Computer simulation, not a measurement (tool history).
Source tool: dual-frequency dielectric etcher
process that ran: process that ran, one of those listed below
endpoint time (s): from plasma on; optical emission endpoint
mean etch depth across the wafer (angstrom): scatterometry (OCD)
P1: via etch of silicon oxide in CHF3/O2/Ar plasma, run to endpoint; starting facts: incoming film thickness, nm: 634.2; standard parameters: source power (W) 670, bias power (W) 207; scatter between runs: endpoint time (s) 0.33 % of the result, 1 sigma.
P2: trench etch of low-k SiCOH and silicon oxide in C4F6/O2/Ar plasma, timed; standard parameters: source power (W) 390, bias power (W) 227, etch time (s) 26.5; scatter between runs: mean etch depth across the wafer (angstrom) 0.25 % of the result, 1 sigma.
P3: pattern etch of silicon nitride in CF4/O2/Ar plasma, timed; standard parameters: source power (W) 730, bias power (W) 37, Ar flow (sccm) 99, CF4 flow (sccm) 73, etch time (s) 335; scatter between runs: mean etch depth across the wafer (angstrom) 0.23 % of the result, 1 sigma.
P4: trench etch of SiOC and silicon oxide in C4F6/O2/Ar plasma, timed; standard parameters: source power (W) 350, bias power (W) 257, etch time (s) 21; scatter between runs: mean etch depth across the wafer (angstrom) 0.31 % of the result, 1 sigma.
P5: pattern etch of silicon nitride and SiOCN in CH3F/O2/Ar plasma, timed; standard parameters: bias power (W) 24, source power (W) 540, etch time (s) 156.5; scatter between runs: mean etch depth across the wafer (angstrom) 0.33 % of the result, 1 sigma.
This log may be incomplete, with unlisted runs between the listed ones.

run   hour  process that ran  source power (W)  bias power (W)  Ar flow (sccm)  CF4 flow (sccm)  etch time (s)  endpoint time (s)  mean etch depth across the wafer (angstrom)
  1    4.8                P1               670             207                                                             287.13
  2   11.6                P1               670             268                                                             261.37
  3   19.2                P3               730              37              99              103            335                                                          7792.6
  4   24.3                P3               730              37             125               73            335                                                            7138
  5   29.4                P1               530             207                                                             313.55
  6   34.6                P2               320             227                                            26.5                                                          785.54
  7   39.9                P3               730              30              99               73            335                                                          6887.1
  8   48.7                P4               350             257                                            30.5                                                          630.51
  9   58.5                P3               530              37              99               73            335                                                          5596.8
 10   67.8                P1               670             207                                                             288.14
 11   77.5                P4               350             313                                              21                                                          463.65
 12   85.6                P2               390             308                                            26.5                                                          942.46
 13     92                P2               390             227                                            26.5                                                          846.98
      92.3  -- bias power generator calibrated
 14   98.5                P5               540              16                                           156.5                                                          204.15
 15  103.6                P3               730              37              99               73            335                                                          7417.8
 16  108.9                P1               670             207                                                             287.55
 17  114.2                P4               350             257                                              21                                                          433.82
 18  122.9                P4               470             257                                              21                                                          484.21
 19  128.4                P5               540              24                                           156.5                                                          241.33
 20  137.8                P3               730              37              99               73            335                                                          7422.5
 21  145.4                P5               540              24                                            95.5                                                          147.76
 22  154.2                P4               350             257                                              21                                                          433.67
 23  164.2                P1               670             207                                                             286.99
 24  172.8                P1               670             138                                                             326.79
 25  180.5                P2               390             227                                              40                                                          1274.9
 26  187.5                P1               670             207                                                             287.13
 27  193.6                P1               470             143                                                             370.41
 28  200.2                P3               730              37              99               73          474.5                                                           10527
 29  206.4                P1               880             207                                                             257.07
 30  213.6                P5               420              24                                           156.5                                                          221.27
 31  218.8                P1               670             207                                                             285.54
 32  226.9                P1               670             207                                                             283.71
 33  233.3                P1               670             207                                                              284.8
     241.5  -- wet clean of the chamber
 34  243.3                P1               670             207                                                             281.58
 35  248.8                P1               670             207                                                             281.91
 36  254.8                P1               670             207                                                             283.19
 37  260.6                P1               670             207                                                             283.42

Compared with where it was, what P1 gives has crept away. Each cause listed below fits the log as well as the rest, at the size given for it:
A: bias power that arrives over what is set, % = 4.91
B: source power that arrives over what is set, % = 4.43
The drift started at roughly hour 218.8.
Why every other cause is out:
chamber walls in a state that raises the etch rate, %: serviced after onset, at hour 241.5, with no recovery of the prior output

Listed below are the offered check runs, one wafer per run, with question marks in place of results. For which of them would the causes give clearly different outcomes?
check 1  266.4                P4               420             257                                              29                                                               ?
check 2  266.4                P3               730              37              99              101          443.5                                                               ?
check 3  266.4                P5               540              20                                           156.5                                                               ?
check 4  266.4                P2               390             296                                            26.5                                                               ?

What every check run would give for each of its results, assuming each possible cause in turn:
  check                                       result    if A    if B
check 1  mean etch depth across the wafer (angstrom)     652  652.15
check 2  mean etch depth across the wafer (angstrom)   10481   10715
check 3  mean etch depth across the wafer (angstrom)     228  226.82
check 4  mean etch depth across the wafer (angstrom)  944.21  943.86
Gap, in per cent, between the two causes that each check separates least, read from the result that separates them most: check 1 0.02 %; check 2 2.21 %; check 3 0.52 %; check 4 0.04 %
Only in check 2 would the causes give clearly different results; in the remaining checks their results would be nearly the same.

Check 2 has now been run. It gave: mean etch depth across the wafer (angstrom) 10471. Which of the candidate causes is it?

It was cause A: bias power that arrives over what is set, %.
